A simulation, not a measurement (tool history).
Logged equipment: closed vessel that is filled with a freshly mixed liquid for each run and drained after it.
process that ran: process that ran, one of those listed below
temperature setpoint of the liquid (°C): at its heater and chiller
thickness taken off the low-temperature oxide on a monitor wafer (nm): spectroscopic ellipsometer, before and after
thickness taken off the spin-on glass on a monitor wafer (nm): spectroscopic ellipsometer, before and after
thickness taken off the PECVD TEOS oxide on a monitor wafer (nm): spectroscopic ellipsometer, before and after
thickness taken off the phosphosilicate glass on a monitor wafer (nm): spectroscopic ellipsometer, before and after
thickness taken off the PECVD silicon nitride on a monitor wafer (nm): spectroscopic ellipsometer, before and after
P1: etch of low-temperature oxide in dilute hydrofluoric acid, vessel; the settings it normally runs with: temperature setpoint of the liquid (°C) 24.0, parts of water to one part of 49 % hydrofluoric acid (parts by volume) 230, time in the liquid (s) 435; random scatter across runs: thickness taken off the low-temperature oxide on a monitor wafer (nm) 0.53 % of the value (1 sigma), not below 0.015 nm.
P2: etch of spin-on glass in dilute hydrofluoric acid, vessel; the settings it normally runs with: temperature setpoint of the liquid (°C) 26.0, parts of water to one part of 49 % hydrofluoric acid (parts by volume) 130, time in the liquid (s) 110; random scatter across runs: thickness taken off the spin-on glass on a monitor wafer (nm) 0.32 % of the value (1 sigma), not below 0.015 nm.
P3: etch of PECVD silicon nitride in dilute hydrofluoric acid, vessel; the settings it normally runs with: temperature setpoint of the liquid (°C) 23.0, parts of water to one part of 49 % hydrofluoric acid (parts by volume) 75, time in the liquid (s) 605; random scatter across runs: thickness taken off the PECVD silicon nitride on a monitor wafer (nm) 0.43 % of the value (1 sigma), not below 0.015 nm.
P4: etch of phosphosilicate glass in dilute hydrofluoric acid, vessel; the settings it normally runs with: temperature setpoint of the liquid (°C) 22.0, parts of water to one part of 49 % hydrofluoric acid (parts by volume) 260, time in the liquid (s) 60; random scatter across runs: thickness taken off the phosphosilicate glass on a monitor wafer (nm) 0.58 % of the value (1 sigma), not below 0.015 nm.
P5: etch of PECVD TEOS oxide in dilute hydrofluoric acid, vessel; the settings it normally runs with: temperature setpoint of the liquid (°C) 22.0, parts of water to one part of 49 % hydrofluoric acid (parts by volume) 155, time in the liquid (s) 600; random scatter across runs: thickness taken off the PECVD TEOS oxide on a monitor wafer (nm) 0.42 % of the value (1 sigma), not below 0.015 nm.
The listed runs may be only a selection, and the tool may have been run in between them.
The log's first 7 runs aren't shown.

run	hour	process that ran	temperature setpoint of the liquid (°C)	parts of water to one part of 49 % hydrofluoric acid (parts by volume)	time in the liquid (s)	hours since the thermometer was replaced	hours since the hydrofluoric acid flow meter was replaced	thickness taken off the low-temperature oxide on a monitor wafer (nm)	thickness taken off the spin-on glass on a monitor wafer (nm)	thickness taken off the PECVD TEOS oxide on a monitor wafer (nm)	thickness taken off the phosphosilicate glass on a monitor wafer (nm)	thickness taken off the PECVD silicon nitride on a monitor wafer (nm)
8	54.4	P4	22.0	260	60	1667.4	320.0				11.012	
9	61.0	P5	22.0	155	600	1674.0	326.6			37.658		
10	68.4	P2	26.0	130	110	1681.4	334.0		40.007			
11	75.2	P1	24.0	395	435	1688.2	340.8	9.7390				
12	85.1	P3	23.0	75	1140	1698.1	350.7					61.978
13	92.9	P1	24.0	230	435	1705.9	358.5	19.5580				
14	99.9	P1	24.0	55	435	1712.9	365.5	100.2300				
15	110.3	P4	22.0	260	95	1723.3	375.9				17.504	
16	119.8	P5	22.0	155	600	1732.8	385.4			37.279		
17	129.4	P5	22.0	40	600	1742.4	395.0			167.510		
18	137.4	P3	23.0	45	605	1750.4	403.0					54.439
19	144.1	P1	17.0	230	435	1757.1	409.7	14.9980				
20	152.5	P1	24.0	230	435	1765.5	418.1	19.4880				
21	160.2	P4	22.0	260	60	1773.2	425.8				11.056	

Forecast run 22:
22	168.0	P4	22.0	55	60	1781.0	433.6				?	

Run 22 came out at thickness taken off the phosphosilicate glass on a monitor wafer (nm) 65.102.
